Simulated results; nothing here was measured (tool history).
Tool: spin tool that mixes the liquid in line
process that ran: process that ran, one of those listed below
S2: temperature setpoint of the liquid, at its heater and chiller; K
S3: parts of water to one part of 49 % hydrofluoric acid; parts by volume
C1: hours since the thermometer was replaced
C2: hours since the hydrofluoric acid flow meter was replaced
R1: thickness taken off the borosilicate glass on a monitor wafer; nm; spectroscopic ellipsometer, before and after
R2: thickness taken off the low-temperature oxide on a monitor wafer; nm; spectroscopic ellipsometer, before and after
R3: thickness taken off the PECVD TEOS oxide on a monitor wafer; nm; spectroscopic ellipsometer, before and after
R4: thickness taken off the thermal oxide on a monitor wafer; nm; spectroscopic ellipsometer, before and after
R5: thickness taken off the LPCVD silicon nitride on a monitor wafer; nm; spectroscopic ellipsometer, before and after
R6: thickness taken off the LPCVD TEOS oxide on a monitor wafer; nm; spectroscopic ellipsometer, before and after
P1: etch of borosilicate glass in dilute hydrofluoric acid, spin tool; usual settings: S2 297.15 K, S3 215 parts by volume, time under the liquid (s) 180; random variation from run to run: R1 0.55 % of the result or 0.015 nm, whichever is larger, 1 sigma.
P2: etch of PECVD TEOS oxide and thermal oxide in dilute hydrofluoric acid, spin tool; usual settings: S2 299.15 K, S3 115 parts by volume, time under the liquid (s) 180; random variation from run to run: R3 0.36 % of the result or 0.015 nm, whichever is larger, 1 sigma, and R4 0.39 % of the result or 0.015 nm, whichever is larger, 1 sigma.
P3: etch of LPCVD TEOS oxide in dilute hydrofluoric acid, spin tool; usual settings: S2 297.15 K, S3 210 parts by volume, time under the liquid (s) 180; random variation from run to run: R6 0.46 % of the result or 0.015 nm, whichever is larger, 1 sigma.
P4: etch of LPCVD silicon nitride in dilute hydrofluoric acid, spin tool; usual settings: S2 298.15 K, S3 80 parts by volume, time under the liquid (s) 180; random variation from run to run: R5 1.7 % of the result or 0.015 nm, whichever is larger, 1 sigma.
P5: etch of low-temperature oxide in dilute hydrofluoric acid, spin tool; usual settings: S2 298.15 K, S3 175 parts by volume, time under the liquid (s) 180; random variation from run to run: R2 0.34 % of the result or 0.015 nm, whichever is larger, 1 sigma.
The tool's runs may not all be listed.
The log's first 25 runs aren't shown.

Run 26, hour 318.3: process that ran P1, S2 297.15 K, S3 215 parts by volume, time under the liquid (s) 80; C1 691.1; C2 1085.2. Result: R1 8.8915 nm.
Run 27, hour 328.1: process that ran P3, S2 297.15 K, S3 60 parts by volume, time under the liquid (s) 180; C1 700.9; C2 1095.0. Result: R6 74.428 nm.
Run 28, hour 342.3: process that ran P1, S2 290.15 K, S3 215 parts by volume, time under the liquid (s) 180; C1 715.1; C2 1109.2. Result: R1 15.3100 nm.
Run 29, hour 359.4: process that ran P4, S2 298.15 K, S3 80 parts by volume, time under the liquid (s) 180; C1 732.2; C2 1126.3. Result: R5 1.3483 nm.
Run 30, hour 371.2: process that ran P4, S2 298.15 K, S3 80 parts by volume, time under the liquid (s) 180; C1 744.0; C2 1138.1. Result: R5 1.3813 nm.
Run 31, hour 388.6: process that ran P1, S2 297.15 K, S3 215 parts by volume, time under the liquid (s) 180; C1 761.4; C2 1155.5. Result: R1 19.8140 nm.
Run 32, hour 402.0: process that ran P1, S2 297.15 K, S3 215 parts by volume, time under the liquid (s) 180; C1 774.8; C2 1168.9. Result: R1 19.0480 nm.
Run 33, hour 413.3: process that ran P1, S2 297.15 K, S3 215 parts by volume, time under the liquid (s) 180; C1 786.1; C2 1180.2. Result: R1 18.8940 nm.
Run 34, hour 422.2: process that ran P1, S2 297.15 K, S3 215 parts by volume, time under the liquid (s) 180; C1 795.0; C2 1189.1. Result: R1 18.4940 nm.
Run 35, hour 437.6: process that ran P1, S2 297.15 K, S3 215 parts by volume, time under the liquid (s) 180; C1 810.4; C2 1204.5. Result: R1 18.3030 nm.
Run 36, hour 451.6: process that ran P1, S2 297.15 K, S3 215 parts by volume, time under the liquid (s) 180; C1 824.4; C2 1218.5. Result: R1 18.2090 nm.
Run 37, hour 466.7: process that ran P1, S2 297.15 K, S3 215 parts by volume, time under the liquid (s) 180; C1 839.5; C2 1233.6. Result: R1 18.1800 nm.

Forecast run 38:
Run 38, hour 476.5: process that ran P1, S2 297.15 K, S3 215 parts by volume, time under the liquid (s) 180; C1 849.3; C2 1243.4. Result: R1 ?.

R1: 18.1710 nm
